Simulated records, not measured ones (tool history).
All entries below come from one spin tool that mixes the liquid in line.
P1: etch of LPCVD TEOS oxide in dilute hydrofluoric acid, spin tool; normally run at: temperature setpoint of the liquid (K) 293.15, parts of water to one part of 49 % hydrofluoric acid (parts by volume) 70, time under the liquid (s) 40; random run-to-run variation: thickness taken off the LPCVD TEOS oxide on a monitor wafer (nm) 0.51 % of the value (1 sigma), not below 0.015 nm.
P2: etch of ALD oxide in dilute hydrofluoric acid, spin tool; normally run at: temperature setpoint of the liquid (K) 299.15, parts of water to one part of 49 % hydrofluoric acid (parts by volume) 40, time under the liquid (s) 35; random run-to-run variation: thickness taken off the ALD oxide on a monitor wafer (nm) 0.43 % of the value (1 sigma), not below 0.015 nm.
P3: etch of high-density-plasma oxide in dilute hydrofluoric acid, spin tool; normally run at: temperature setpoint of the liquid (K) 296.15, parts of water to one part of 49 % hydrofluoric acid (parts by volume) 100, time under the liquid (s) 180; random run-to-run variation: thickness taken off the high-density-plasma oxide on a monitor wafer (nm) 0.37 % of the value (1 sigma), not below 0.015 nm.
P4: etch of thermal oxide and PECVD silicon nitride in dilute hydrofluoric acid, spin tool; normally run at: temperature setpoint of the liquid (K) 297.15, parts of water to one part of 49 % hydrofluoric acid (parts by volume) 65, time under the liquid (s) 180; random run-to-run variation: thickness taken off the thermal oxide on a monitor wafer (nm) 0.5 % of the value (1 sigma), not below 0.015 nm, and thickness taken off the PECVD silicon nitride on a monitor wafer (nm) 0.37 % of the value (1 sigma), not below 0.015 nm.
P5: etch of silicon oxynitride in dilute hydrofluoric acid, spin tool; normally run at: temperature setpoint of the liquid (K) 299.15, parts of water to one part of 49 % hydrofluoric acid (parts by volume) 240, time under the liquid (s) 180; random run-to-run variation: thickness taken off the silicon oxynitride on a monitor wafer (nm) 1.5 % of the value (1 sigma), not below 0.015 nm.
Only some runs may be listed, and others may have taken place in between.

run	hour	process that ran	temperature setpoint of the liquid (K)	parts of water to one part of 49 % hydrofluoric acid (parts by volume)	time under the liquid (s)	hours since the thermometer was replaced	hours since the hydrofluoric acid flow meter was replaced	thickness taken off the LPCVD TEOS oxide on a monitor wafer (nm)	thickness taken off the high-density-plasma oxide on a monitor wafer (nm)	thickness taken off the thermal oxide on a monitor wafer (nm)	thickness taken off the PECVD silicon nitride on a monitor wafer (nm)	thickness taken off the silicon oxynitride on a monitor wafer (nm)	thickness taken off the ALD oxide on a monitor wafer (nm)
1	7.8	P1	293.15	70	40	655	1641	13.345					
2	21.5	P3	296.15	100	180	668.7	1654.7		10.499				
3	29.6	P3	296.15	100	180	676.8	1662.8		10.527				
4	39.2	P3	290.15	100	180	686.4	1672.4		8.2376				
5	47.3	P4	302.15	65	180	694.5	1680.5			16.271	21.85		
6	57.6	P4	297.15	65	60	704.8	1690.8			4.4706	5.2276		
7	71.7	P1	293.15	40	40	718.9	1704.9	23.929					
8	84.6	P1	293.15	70	40	731.8	1717.8	13.336					
9	93.7	P5	292.65	240	180	740.9	1726.9					1.3646	
10	100.4	P5	299.15	240	180	747.6	1733.6					1.7653	
11	111.8	P5	299.15	240	75	759	1745					0.7465	
12	118.1	P1	290.15	70	40	765.3	1751.3	11.663					
13	126.9	P1	293.15	70	40	774.1	1760.1	13.312					
14	137.1	P1	293.15	45	15	784.3	1770.3	7.9384					
15	148.7	P5	299.15	240	180	795.9	1781.9					1.7524	
# hour 153.9: hydrofluoric acid flow meter replaced
16	159.7	P2	303.65	40	35	806.9	5.9						18.319
17	171.1	P1	293.15	70	40	818.3	17.3	13.432					
18	178	P2	299.15	40	35	825.2	24.2						15.323
19	188.3	P1	293.15	125	40	835.5	34.5	7.0036					
20	196.5	P2	299.15	40	55	843.7	42.7						24.157
21	207.9	P1	293.15	70	15	855.1	54.1	5.0109					
22	220.8	P4	297.15	65	180	868	67			13.412	15.665		
23	229.4	P1	290.15	70	70	876.6	75.6	20.479					
24	241.2	P1	297.15	70	40	888.4	87.4	15.64					
25	252.7	P4	297.15	95	180	899.9	98.9			8.9025	10.772		
26	265.9	P4	297.15	65	180	913.1	112.1			13.311	15.625		
27	272.6	P3	296.15	180	180	919.8	118.8		5.3596				
28	286.2	P2	299.15	20	35	933.4	132.4						31.475
29	299.2	P1	293.15	70	40	946.4	145.4	13.194					
30	312.1	P3	296.15	100	330	959.3	158.3		19.353				
31	324.2	P5	299.15	125	180	971.4	170.4					3.7403	
32	331.6	P1	293.15	70	70	978.8	177.8	23.026					
33	340.7	P1	293.15	70	40	987.9	186.9	13.311					
34	351.2	P1	293.15	70	40	998.4	197.4	13.673					

Run 35 comes next. What will it give?
35	364	P1	293.15	70	40	1011.2	210.2	?					

Logged for run 35: thickness taken off the LPCVD TEOS oxide on a monitor wafer (nm) 13.922.
